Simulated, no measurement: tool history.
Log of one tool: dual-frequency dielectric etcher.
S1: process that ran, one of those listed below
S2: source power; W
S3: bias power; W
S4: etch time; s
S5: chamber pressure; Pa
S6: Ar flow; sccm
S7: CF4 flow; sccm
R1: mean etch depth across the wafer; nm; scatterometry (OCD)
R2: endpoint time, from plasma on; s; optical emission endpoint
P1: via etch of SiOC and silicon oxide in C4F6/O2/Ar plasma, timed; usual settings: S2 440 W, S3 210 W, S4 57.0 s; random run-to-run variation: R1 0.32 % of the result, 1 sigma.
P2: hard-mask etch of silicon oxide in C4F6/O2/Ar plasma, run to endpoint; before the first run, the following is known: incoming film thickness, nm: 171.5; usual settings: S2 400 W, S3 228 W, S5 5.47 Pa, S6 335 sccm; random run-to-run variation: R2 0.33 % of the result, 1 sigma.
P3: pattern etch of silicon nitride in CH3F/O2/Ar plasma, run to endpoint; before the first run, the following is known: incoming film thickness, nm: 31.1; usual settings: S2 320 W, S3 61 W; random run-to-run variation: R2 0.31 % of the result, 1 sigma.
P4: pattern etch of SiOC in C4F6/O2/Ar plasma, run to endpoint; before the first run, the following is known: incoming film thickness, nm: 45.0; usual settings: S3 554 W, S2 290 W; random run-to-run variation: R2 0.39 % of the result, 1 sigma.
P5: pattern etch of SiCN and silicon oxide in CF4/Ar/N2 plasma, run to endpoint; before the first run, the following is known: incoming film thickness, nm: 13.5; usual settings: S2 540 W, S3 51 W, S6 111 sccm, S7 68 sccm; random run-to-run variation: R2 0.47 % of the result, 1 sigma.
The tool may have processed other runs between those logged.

{"run": 1, "hour": 12.1, "S1": "P1", "S2": 440, "S3": 210, "S4": 57.0, "R1": 71.689}
{"run": 2, "hour": 27.2, "S1": "P2", "S2": 400, "S3": 228, "S5": 5.47, "S6": 335, "R2": 53.29}
{"run": 3, "hour": 38.5, "S1": "P2", "S2": 250, "S3": 228, "S5": 5.47, "S6": 335, "R2": 64.099}
{"run": 4, "hour": 55.9, "S1": "P4", "S2": 290, "S3": 355, "R2": 19.769}
{"run": 5, "hour": 72.4, "S1": "P5", "S2": 540, "S3": 51, "S6": 138, "S7": 68, "R2": 15.893}
{"run": 6, "hour": 89.4, "S1": "P4", "S2": 290, "S3": 554, "R2": 16.741}
{"run": 7, "hour": 102.7, "S1": "P1", "S2": 440, "S3": 210, "S4": 57.0, "R1": 72.235}
{"run": 8, "hour": 118.9, "S1": "P1", "S2": 440, "S3": 124, "S4": 57.0, "R1": 61.128}
{"run": 9, "hour": 130.7, "S1": "P2", "S2": 400, "S3": 228, "S5": 5.47, "S6": 206, "R2": 50.833}
{"run": 10, "hour": 140.4, "S1": "P1", "S2": 440, "S3": 210, "S4": 57.0, "R1": 72.328}
{"run": 11, "hour": 157.5, "S1": "P5", "S2": 540, "S3": 51, "S6": 111, "S7": 55, "R2": 15.79}
{"hour": 159.8, "done": "bias power generator calibrated"}
{"run": 12, "hour": 175.4, "S1": "P2", "S2": 400, "S3": 321, "S5": 5.47, "S6": 335, "R2": 47.496}
{"run": 13, "hour": 191.6, "S1": "P3", "S2": 200, "S3": 61, "R2": 63.19}
{"run": 14, "hour": 202.9, "S1": "P5", "S2": 540, "S3": 51, "S6": 111, "S7": 68, "R2": 15.138}
{"run": 15, "hour": 211.4, "S1": "P3", "S2": 320, "S3": 61, "R2": 52.787}
{"run": 16, "hour": 224.9, "S1": "P4", "S2": 360, "S3": 554, "R2": 15.423}
{"run": 17, "hour": 239.2, "S1": "P1", "S2": 440, "S3": 210, "S4": 82.5, "R1": 104.73}
{"run": 18, "hour": 258.2, "S1": "P1", "S2": 440, "S3": 210, "S4": 57.0, "R1": 72.055}
{"run": 19, "hour": 270.4, "S1": "P5", "S2": 540, "S3": 41, "S6": 111, "S7": 68, "R2": 16.356}
{"run": 20, "hour": 283.1, "S1": "P1", "S2": 310, "S3": 271, "S4": 57.0, "R1": 68.497}
{"run": 21, "hour": 297.0, "S1": "P3", "S2": 320, "S3": 77, "R2": 48.599}
{"run": 22, "hour": 309.5, "S1": "P5", "S2": 320, "S3": 51, "S6": 111, "S7": 68, "R2": 24.406}
{"run": 23, "hour": 324.9, "S1": "P2", "S2": 400, "S3": 228, "S5": 4.33, "S6": 335, "R2": 52.002}
{"run": 24, "hour": 340.5, "S1": "P1", "S2": 440, "S3": 210, "S4": 31.5, "R1": 40.008}
{"run": 25, "hour": 352.8, "S1": "P1", "S2": 590, "S3": 210, "S4": 43.0, "R1": 61.039}
{"run": 26, "hour": 364.4, "S1": "P4", "S2": 290, "S3": 554, "R2": 16.639}
{"run": 27, "hour": 373.4, "S1": "P1", "S2": 440, "S3": 295, "S4": 57.0, "R1": 80.965}
{"run": 28, "hour": 383.6, "S1": "P1", "S2": 540, "S3": 210, "S4": 57.0, "R1": 77.769}
{"run": 29, "hour": 398.5, "S1": "P1", "S2": 310, "S3": 176, "S4": 57.0, "R1": 59.496}
{"run": 30, "hour": 407.4, "S1": "P1", "S2": 260, "S3": 210, "S4": 57.0, "R1": 59.005}
{"run": 31, "hour": 421.6, "S1": "P1", "S2": 440, "S3": 210, "S4": 57.0, "R1": 72.271}
{"run": 32, "hour": 434.9, "S1": "P1", "S2": 440, "S3": 210, "S4": 57.0, "R1": 72.304}
{"run": 33, "hour": 447.6, "S1": "P1", "S2": 440, "S3": 210, "S4": 57.0, "R1": 72.586}

The next listed run, before its measurement:
{"run": 34, "hour": 465.7, "S1": "P1", "S2": 440, "S3": 210, "S4": 57.0, "R1": "?"}

Run 34 measured R1 73.108 nm.
